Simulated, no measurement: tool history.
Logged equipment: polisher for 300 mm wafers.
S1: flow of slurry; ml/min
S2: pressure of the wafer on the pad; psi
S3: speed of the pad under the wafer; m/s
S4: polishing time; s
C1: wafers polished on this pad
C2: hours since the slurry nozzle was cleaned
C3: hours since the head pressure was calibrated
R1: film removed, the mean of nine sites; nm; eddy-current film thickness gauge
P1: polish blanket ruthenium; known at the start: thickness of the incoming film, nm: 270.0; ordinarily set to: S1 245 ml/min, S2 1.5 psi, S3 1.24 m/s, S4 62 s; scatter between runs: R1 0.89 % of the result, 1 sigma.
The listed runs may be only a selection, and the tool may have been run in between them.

run	hour	S1	S2	S3	S4	C1	C2	C3	R1
1	7.7	245	1.5	1.24	62	636	47.2	342.1	54.755
2	13.3	245	2.2	1.24	30	682	52.8	347.7	39.655
3	20.1	245	1.5	1.24	96	738	59.6	354.5	86.679
4	24.1	145	1.5	1.24	62	771	63.6	358.5	50.765
5	31.5	355	1.5	1.24	37	832	71	365.9	33.814
6	35.1	245	1.5	1.24	62	862	74.6	369.5	55.78
# hour 36.5: head pressure recalibrated
7	39.7	245	1.5	1.24	62	899	79.2	3.2	54.726
8	46.3	245	1.5	0.56	62	954	85.8	9.8	24.725
9	51.8	245	1.5	1.24	62	999	91.3	15.3	54.226
10	59.1	245	1.1	1.24	62	1059	98.6	22.6	39.887
11	64.7	245	1.5	1.24	62	1105	104.2	28.2	54.515
12	69.6	245	1.5	1.78	62	1145	109.1	33.1	78.535
13	73.8	305	1.5	1.24	62	1180	113.3	37.3	55.964

Predict the results of run 14:
14	81.1	245	1.5	1.24	62	1240	120.6	44.6	?

Run 14 measured R1 54.206 nm.
